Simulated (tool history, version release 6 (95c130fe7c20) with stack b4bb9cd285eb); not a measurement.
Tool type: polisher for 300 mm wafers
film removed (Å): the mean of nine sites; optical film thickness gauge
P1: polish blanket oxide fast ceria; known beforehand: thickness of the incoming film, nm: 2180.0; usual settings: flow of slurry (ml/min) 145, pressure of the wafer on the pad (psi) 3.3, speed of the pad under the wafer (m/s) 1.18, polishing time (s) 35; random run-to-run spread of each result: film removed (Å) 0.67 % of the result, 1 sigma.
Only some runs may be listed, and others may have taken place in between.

| run | hour | flow of slurry (ml/min) | pressure of the wafer on the pad (psi) | speed of the pad under the wafer (m/s) | polishing time (s) | wafers polished on this pad | hours since the slurry nozzle was cleaned | hours since the head pressure was calibrated | film removed (Å) |
|---|---|---|---|---|---|---|---|---|---|
| 1 | 7.1 | 145 | 3.3 | 1.18 | 35 | 854 | 165.9 | 276 | 7793 |
| 2 | 14.2 | 145 | 3.3 | 1.18 | 50 | 930 | 173 | 283.1 | 11044 |
| 3 | 25.1 | 145 | 4.4 | 1.18 | 35 | 1047 | 183.9 | 294 | 10427 |
| 4 | 36.1 | 85 | 3.3 | 1.18 | 35 | 1165 | 194.9 | 305 | 6826.6 |
| 5 | 46.5 | 145 | 4.8 | 1.18 | 24 | 1276 | 205.3 | 315.4 | 7669.4 |
| 6 | 52.5 | 145 | 3.3 | 1.68 | 35 | 1341 | 211.3 | 321.4 | 11110 |
| 7 | 58.1 | 145 | 3.3 | 0.58 | 35 | 1401 | 216.9 | 327 | 3802.1 |
| 8 | 67.6 | 145 | 3.3 | 0.54 | 47 | 1502 | 226.4 | 336.5 | 4833.9 |
| 9 | 76.4 | 145 | 3.3 | 1.18 | 16 | 1597 | 235.2 | 345.3 | 3511.5 |
| 10 | 82.2 | 145 | 3.3 | 1.18 | 35 | 1659 | 241 | 351.1 | 7809.5 |
| 11 | 91.4 | 145 | 3.3 | 1.18 | 35 | 1758 | 250.2 | 360.3 | 7792.9 |
|  | 96.3 | slurry nozzle cleaned |
| 12 | 98.4 | 145 | 3.3 | 1.18 | 35 | 1833 | 2.2 | 367.3 | 7809.7 |
|  | 100.5 | worn pad replaced by a new one |
| 13 | 108.2 | 145 | 3.3 | 1.18 | 35 | 82 | 12 | 377.1 | 7866.6 |
| 14 | 117.7 | 230 | 3.3 | 1.18 | 35 | 184 | 21.5 | 386.6 | 8349.8 |
| 15 | 123.4 | 145 | 2.2 | 1.18 | 35 | 245 | 27.2 | 392.3 | 5197.2 |
|  | 125.5 | head pressure recalibrated |
| 16 | 129.3 | 145 | 3.3 | 1.18 | 35 | 308 | 33.1 | 3.8 | 7821.9 |
| 17 | 135.2 | 145 | 3.3 | 1.18 | 35 | 372 | 39 | 9.7 | 7731.3 |
| 18 | 142.8 | 145 | 3.3 | 1.18 | 35 | 453 | 46.6 | 17.3 | 7759.8 |
| 19 | 153.4 | 145 | 3.3 | 1.18 | 35 | 567 | 57.2 | 27.9 | 7577.9 |
| 20 | 161.5 | 145 | 3.3 | 1.18 | 35 | 653 | 65.3 | 36 | 7326.9 |
| 21 | 168 | 145 | 3.3 | 1.18 | 35 | 723 | 71.8 | 42.5 | 7347.8 |
| 22 | 177.6 | 145 | 3.3 | 1.18 | 35 | 826 | 81.4 | 52.1 | 7015.4 |
| 23 | 185.8 | 145 | 3.3 | 1.18 | 35 | 914 | 89.6 | 60.3 | 7030.4 |
| 24 | 196.4 | 145 | 3.3 | 1.18 | 35 | 1027 | 100.2 | 70.9 | 7066.1 |
|  | 197.8 | worn pad replaced by a new one |
| 25 | 204.1 | 145 | 3.3 | 1.18 | 35 | 68 | 107.9 | 78.6 | 6947.1 |
| 26 | 211.1 | 145 | 3.3 | 1.18 | 35 | 143 | 114.9 | 85.6 | 6972.4 |
| 27 | 219.5 | 145 | 3.3 | 1.18 | 35 | 233 | 123.3 | 94 | 7053.4 |
| 28 | 225.1 | 145 | 3.3 | 1.18 | 35 | 293 | 128.9 | 99.6 | 6942.6 |

What P1 gives has crept away from where it was. These 2 causes fit the log equally well, each at the size given:
A: head's pressure below its setpoint, % = 10.6
B: slurry flow missing at the pad, % = 38.9
At approximately hour 142.8, the process output began to creep.
All other causes, with the reason each is excluded:
removal rate lost through wear of the pad, %: work on it at hour 197.8, done after the drift set in, did not restore what the process gave before

Consider the 4 check runs below, whose results appear as question marks and each of which averages 3 wafers. Which one distinguishes the causes, in that each cause would give it a clearly different result?
| check 1 | 230.7 | 145 | 4 | 1.18 | 35 |  |  |  | ? |
| check 2 | 230.7 | 145 | 3.3 | 0.66 | 48 |  |  |  | ? |
| check 3 | 230.7 | 205 | 3.3 | 0.64 | 35 |  |  |  | ? |
| check 4 | 230.7 | 145 | 2.4 | 1.48 | 35 |  |  |  | ? |

How each check would come out, cause by cause:
| check | result | if A | if B |
|---|---|---|---|
| check 1 | film removed (Å) | 8434.8 | 8439.1 |
| check 2 | film removed (Å) | 5337.8 | 5340.5 |
| check 3 | film removed (Å) | 3980.6 | 4104.5 |
| check 4 | film removed (Å) | 6347.6 | 6350.8 |
Gap, in per cent, between the two causes that each check separates least, read from the result that separates them most: check 1 0.05 %; check 2 0.05 %; check 3 3.07 %; check 4 0.05 %
Check 3 is the one run that separates the causes; every other check would come out nearly the same whichever cause is at work.

Then check 3 was run and gave: film removed (Å) 4105.2. Which cause is it?

It was cause B: slurry flow missing at the pad, %.
